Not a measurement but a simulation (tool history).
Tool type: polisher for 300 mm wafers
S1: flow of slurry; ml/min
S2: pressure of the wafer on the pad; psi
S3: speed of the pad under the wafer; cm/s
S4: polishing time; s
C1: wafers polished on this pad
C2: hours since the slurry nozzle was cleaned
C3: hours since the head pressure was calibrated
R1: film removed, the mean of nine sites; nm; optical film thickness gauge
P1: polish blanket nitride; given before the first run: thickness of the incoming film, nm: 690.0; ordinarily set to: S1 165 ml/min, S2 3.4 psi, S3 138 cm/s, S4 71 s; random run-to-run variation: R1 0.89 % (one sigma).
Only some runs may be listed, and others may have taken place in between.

{"run": 1, "hour": 5.5, "S1": 165, "S2": 3.4, "S3": 138, "S4": 71, "C1": 548, "C2": 379.6, "C3": 461.5, "R1": 141.01}
{"run": 2, "hour": 11.9, "S1": 165, "S2": 3.4, "S3": 138, "S4": 34, "C1": 588, "C2": 386, "C3": 467.9, "R1": 68.566}
{"run": 3, "hour": 18.9, "S1": 165, "S2": 3.4, "S3": 138, "S4": 71, "C1": 631, "C2": 393, "C3": 474.9, "R1": 142.74}
{"run": 4, "hour": 22.4, "S1": 165, "S2": 5.1, "S3": 138, "S4": 71, "C1": 653, "C2": 396.5, "C3": 478.4, "R1": 214.29}
{"run": 5, "hour": 29.1, "S1": 100, "S2": 3.4, "S3": 138, "S4": 71, "C1": 694, "C2": 403.2, "C3": 485.1, "R1": 129.42}
{"run": 6, "hour": 35.0, "S1": 260, "S2": 3.4, "S3": 138, "S4": 71, "C1": 731, "C2": 409.1, "C3": 491, "R1": 151.17}
{"run": 7, "hour": 42.1, "S1": 165, "S2": 3.4, "S3": 138, "S4": 71, "C1": 775, "C2": 416.2, "C3": 498.1, "R1": 141.09}
{"run": 8, "hour": 47.8, "S1": 165, "S2": 3.4, "S3": 138, "S4": 71, "C1": 811, "C2": 421.9, "C3": 503.8, "R1": 141.38}
{"run": 9, "hour": 51.2, "S1": 165, "S2": 3.4, "S3": 204, "S4": 71, "C1": 832, "C2": 425.3, "C3": 507.2, "R1": 193.02}
{"run": 10, "hour": 57.2, "S1": 165, "S2": 3.4, "S3": 138, "S4": 89, "C1": 869, "C2": 431.3, "C3": 513.2, "R1": 179.25}
{"run": 11, "hour": 64.0, "S1": 165, "S2": 3.4, "S3": 138, "S4": 71, "C1": 911, "C2": 438.1, "C3": 520, "R1": 141.8}
{"run": 12, "hour": 69.7, "S1": 165, "S2": 3.4, "S3": 70, "S4": 71, "C1": 946, "C2": 443.8, "C3": 525.7, "R1": 82.288}
{"run": 13, "hour": 73.3, "S1": 100, "S2": 3.4, "S3": 202, "S4": 71, "C1": 969, "C2": 447.4, "C3": 529.3, "R1": 172.03}
{"run": 14, "hour": 77.2, "S1": 165, "S2": 3.4, "S3": 138, "S4": 71, "C1": 993, "C2": 451.3, "C3": 533.2, "R1": 141.54}
{"hour": 81.4, "done": "slurry nozzle cleaned"}
{"run": 15, "hour": 84.4, "S1": 165, "S2": 1.5, "S3": 138, "S4": 71, "C1": 1038, "C2": 3.1, "C3": 540.4, "R1": 62.895}
{"run": 16, "hour": 91.5, "S1": 165, "S2": 3.4, "S3": 138, "S4": 71, "C1": 1082, "C2": 10.2, "C3": 547.5, "R1": 140.02}
{"run": 17, "hour": 97.1, "S1": 165, "S2": 3.4, "S3": 138, "S4": 71, "C1": 1116, "C2": 15.8, "C3": 553.1, "R1": 140}
{"hour": 103.3, "done": "head pressure recalibrated"}
{"run": 18, "hour": 103.3, "S1": 165, "S2": 3.4, "S3": 138, "S4": 71, "C1": 1155, "C2": 22, "C3": 0, "R1": 136.98}
{"run": 19, "hour": 109.0, "S1": 165, "S2": 3.4, "S3": 138, "S4": 71, "C1": 1190, "C2": 27.7, "C3": 5.7, "R1": 135.69}
{"run": 20, "hour": 115.9, "S1": 165, "S2": 3.4, "S3": 138, "S4": 71, "C1": 1233, "C2": 34.6, "C3": 12.6, "R1": 131.78}
{"run": 21, "hour": 119.5, "S1": 165, "S2": 3.4, "S3": 138, "S4": 71, "C1": 1255, "C2": 38.2, "C3": 16.2, "R1": 135.41}
{"run": 22, "hour": 123.9, "S1": 165, "S2": 3.4, "S3": 138, "S4": 71, "C1": 1283, "C2": 42.6, "C3": 20.6, "R1": 132.78}

P1 has crept away from where it was. The log is fitted equally well by each of these 2 causes, at the sizes shown:
A: removal rate lost through wear of the pad, % = 5.7
B: slurry flow missing at the pad, % = 27.2
At approximately hour 91.5, the process output began to creep.
Other possible causes, and why each is ruled out:
head's pressure below its setpoint, %: work on it at hour 103.3, done after the drift set in, did not restore what the process gave before

Each of the check runs listed below is run on 5 wafers and reports their average, with the results left as question marks. Pick the one under which the possible causes would lead to clearly different results.
{"run": "check 1", "hour": 128.3, "S1": 100, "S2": 3.4, "S3": 138, "S4": 71, "R1": "?"}
{"run": "check 2", "hour": 128.3, "S1": 165, "S2": 1.5, "S3": 138, "S4": 71, "R1": "?"}
{"run": "check 3", "hour": 128.3, "S1": 165, "S2": 1.8, "S3": 138, "S4": 71, "R1": "?"}
{"run": "check 4", "hour": 128.3, "S1": 165, "S2": 4.7, "S3": 138, "S4": 43, "R1": "?"}

How each check would come out, cause by cause:
check=check_1 result=R1 if_A=121.24 if_B=117.33
check=check_2 result=R1 if_A=59.164 if_B=59.172
check=check_3 result=R1 if_A=70.997 if_B=71.007
check=check_4 result=R1 if_A=112.27 if_B=112.29
Separation of the two closest causes in each check, using whichever result separates them best: check 1 3.28 %; check 2 0.01 %; check 3 0.01 %; check 4 0.01 %
The causes can be told apart only by check 1. The other checks would give nearly the same results under each of them.

After running check 1, the following was obtained: R1 117.88 nm. Which cause does this point to?

The cause is B: slurry flow missing at the pad, %.
